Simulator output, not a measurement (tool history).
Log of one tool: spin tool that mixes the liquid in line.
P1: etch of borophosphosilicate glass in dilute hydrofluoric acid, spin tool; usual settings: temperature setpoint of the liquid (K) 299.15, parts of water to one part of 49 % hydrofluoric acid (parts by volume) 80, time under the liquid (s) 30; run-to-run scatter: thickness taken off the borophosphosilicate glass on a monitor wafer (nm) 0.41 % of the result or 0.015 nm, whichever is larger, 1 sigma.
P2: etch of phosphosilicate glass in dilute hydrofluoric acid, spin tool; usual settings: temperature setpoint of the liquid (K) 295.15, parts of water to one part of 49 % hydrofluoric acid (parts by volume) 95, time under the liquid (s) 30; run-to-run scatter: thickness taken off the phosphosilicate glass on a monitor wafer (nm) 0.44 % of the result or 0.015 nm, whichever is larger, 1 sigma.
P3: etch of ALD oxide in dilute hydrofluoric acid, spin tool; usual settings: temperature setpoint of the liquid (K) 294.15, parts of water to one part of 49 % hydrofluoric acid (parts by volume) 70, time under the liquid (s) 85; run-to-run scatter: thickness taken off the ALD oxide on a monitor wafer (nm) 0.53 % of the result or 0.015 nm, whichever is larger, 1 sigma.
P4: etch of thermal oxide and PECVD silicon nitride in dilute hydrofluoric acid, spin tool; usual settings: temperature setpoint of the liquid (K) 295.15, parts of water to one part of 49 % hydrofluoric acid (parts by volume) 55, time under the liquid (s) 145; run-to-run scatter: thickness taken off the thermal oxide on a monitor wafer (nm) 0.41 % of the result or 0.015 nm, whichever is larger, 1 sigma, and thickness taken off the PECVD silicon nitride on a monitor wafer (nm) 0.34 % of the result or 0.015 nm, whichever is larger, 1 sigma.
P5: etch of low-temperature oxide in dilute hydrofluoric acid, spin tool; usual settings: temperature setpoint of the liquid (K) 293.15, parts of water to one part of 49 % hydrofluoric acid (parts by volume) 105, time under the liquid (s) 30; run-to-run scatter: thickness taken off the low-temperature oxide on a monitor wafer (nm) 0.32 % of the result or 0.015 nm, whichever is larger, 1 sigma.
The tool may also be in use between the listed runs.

| run | day | process that ran | temperature setpoint of the liquid (K) | parts of water to one part of 49 % hydrofluoric acid (parts by volume) | time under the liquid (s) | thickness taken off the borophosphosilicate glass on a monitor wafer (nm) | thickness taken off the ALD oxide on a monitor wafer (nm) | thickness taken off the phosphosilicate glass on a monitor wafer (nm) | thickness taken off the low-temperature oxide on a monitor wafer (nm) | thickness taken off the thermal oxide on a monitor wafer (nm) | thickness taken off the PECVD silicon nitride on a monitor wafer (nm) |
|---|---|---|---|---|---|---|---|---|---|---|---|
| 1 | 0.483 | P1 | 299.15 | 80 | 30 | 19.1290 |  |  |  |  |  |
| 2 | 1.054 | P3 | 290.15 | 70 | 85 |  | 17.015 |  |  |  |  |
| 3 | 1.446 | P2 | 295.15 | 95 | 30 |  |  | 20.870 |  |  |  |
| 4 | 2.021 | P1 | 295.15 | 145 | 30 | 8.2879 |  |  |  |  |  |
| 5 | 2.504 | P5 | 293.15 | 105 | 15 |  |  |  | 4.2110 |  |  |
| 6 | 3.146 | P2 | 295.15 | 95 | 50 |  |  | 34.700 |  |  |  |
| 7 | 3.475 | P1 | 299.15 | 80 | 50 | 31.8800 |  |  |  |  |  |
| 8 | 4.188 | P1 | 299.15 | 80 | 30 | 19.1340 |  |  |  |  |  |
| 9 | 4.800 | P1 | 299.15 | 80 | 30 | 19.0430 |  |  |  |  |  |
| 10 | 5.504 | P4 | 295.15 | 55 | 80 |  |  |  |  | 6.4861 | 4.4570 |
| 11 | 5.996 | P4 | 295.15 | 100 | 145 |  |  |  |  | 6.1081 | 4.4630 |
| 12 | 6.712 | P1 | 295.65 | 80 | 30 | 16.5780 |  |  |  |  |  |
| 13 | 7.121 | P2 | 290.15 | 95 | 30 |  |  | 16.871 |  |  |  |
| 14 | 7.579 | P1 | 299.15 | 145 | 30 | 9.6393 |  |  |  |  |  |
| 15 | 8.188 | P2 | 295.15 | 160 | 30 |  |  | 11.433 |  |  |  |
| 16 | 8.758 | P3 | 294.15 | 70 | 85 |  | 20.283 |  |  |  |  |
| 17 | 9.288 | P1 | 299.15 | 80 | 15 | 9.5666 |  |  |  |  |  |
| 18 | 9.783 | P5 | 301.65 | 105 | 30 |  |  |  | 11.6640 |  |  |
| 19 | 10.158 | P3 | 294.15 | 70 | 135 |  | 32.223 |  |  |  |  |
| 20 | 10.875 | P5 | 293.15 | 145 | 30 |  |  |  | 5.8207 |  |  |
| 21 | 11.212 | P3 | 294.15 | 125 | 85 |  | 10.639 |  |  |  |  |
| 22 | 11.950 | P1 | 299.15 | 80 | 30 | 19.0350 |  |  |  |  |  |
| 23 | 12.704 | P4 | 295.15 | 55 | 145 |  |  |  |  | 11.7690 | 8.0342 |
| 24 | 13.383 | P4 | 290.15 | 55 | 145 |  |  |  |  | 9.4113 | 5.6410 |
| 25 | 14.092 | P1 | 299.15 | 80 | 30 | 18.9400 |  |  |  |  |  |
| 26 | 14.425 | P5 | 293.15 | 105 | 30 |  |  |  | 8.4196 |  |  |
| 27 | 14.983 | P1 | 305.65 | 80 | 30 | 24.5670 |  |  |  |  |  |
| 28 | 15.625 | P4 | 295.15 | 55 | 145 |  |  |  |  | 11.7330 | 7.9944 |
| 29 | 16.021 | P1 | 299.15 | 20 | 30 | 83.3710 |  |  |  |  |  |
| 30 | 16.654 | P1 | 299.15 | 80 | 30 | 19.1100 |  |  |  |  |  |
| 31 | 17.154 | P1 | 299.15 | 80 | 30 | 19.5370 |  |  |  |  |  |
| 32 | 17.792 | P1 | 299.15 | 80 | 30 | 19.9780 |  |  |  |  |  |
| 33 | 18.342 | P1 | 299.15 | 80 | 30 | 20.0240 |  |  |  |  |  |
| 34 | 18.667 | P1 | 299.15 | 80 | 30 | 20.3250 |  |  |  |  |  |
| 35 | 19.421 | P1 | 299.15 | 80 | 30 | 20.4630 |  |  |  |  |  |
| 36 | 19.750 | P1 | 299.15 | 80 | 30 | 20.4510 |  |  |  |  |  |
| 37 | 20.079 | P1 | 299.15 | 80 | 30 | 20.5680 |  |  |  |  |  |
| 38 | 20.717 | P1 | 299.15 | 80 | 30 | 20.6950 |  |  |  |  |  |
| 39 | 21.192 | P1 | 299.15 | 80 | 30 | 20.6740 |  |  |  |  |  |
| 40 | 21.717 | P1 | 299.15 | 80 | 30 | 20.7080 |  |  |  |  |  |
| 41 | 22.079 | P1 | 299.15 | 80 | 30 | 20.6520 |  |  |  |  |  |

What P1 gives has crept away from where it was. These 2 causes fit the log equally well, each at the size given:
A: hydrofluoric acid flow above the setpoint (%) = 7.02
B: liquid hotter than its thermometer reads (K) = 1.91
The creep began at about day 16.654.

4 check runs are offered, one wafer each, their results left as question marks. Which one tells the causes apart?
| check 1 | 22.442 | P3 | 294.15 | 70 | 85 |  | ? |  |  |  |  |
| check 2 | 22.442 | P4 | 295.15 | 55 | 145 |  |  |  |  | ? | ? |
| check 3 | 22.442 | P2 | 295.15 | 95 | 30 |  |  | ? |  |  |  |
| check 4 | 22.442 | P5 | 293.15 | 105 | 30 |  |  |  | ? |  |  |

What each check would give under each cause:
| check | result | if A | if B |
|---|---|---|---|
| check 1 | thickness taken off the ALD oxide on a monitor wafer (nm) | 21.799 | 21.917 |
| check 2 | thickness taken off the thermal oxide on a monitor wafer (nm) | 12.5800 | 12.6620 |
| check 2 | thickness taken off the PECVD silicon nitride on a monitor wafer (nm) | 8.5670 | 9.1261 |
| check 3 | thickness taken off the phosphosilicate glass on a monitor wafer (nm) | 22.438 | 22.471 |
| check 4 | thickness taken off the low-temperature oxide on a monitor wafer (nm) | 9.0664 | 9.0843 |
How far apart the two closest causes lie, in the result that separates them most: check 1 0.54 %; check 2 6.32 %; check 3 0.14 %; check 4 0.2 %
Check 2 tells the causes apart: in the others they would give nearly the same result.

Check 2 was then run and gave: thickness taken off the thermal oxide on a monitor wafer (nm) 12.6220; thickness taken off the PECVD silicon nitride on a monitor wafer (nm) 9.1418. Which cause is it?

It is B: liquid hotter than its thermometer reads (K).

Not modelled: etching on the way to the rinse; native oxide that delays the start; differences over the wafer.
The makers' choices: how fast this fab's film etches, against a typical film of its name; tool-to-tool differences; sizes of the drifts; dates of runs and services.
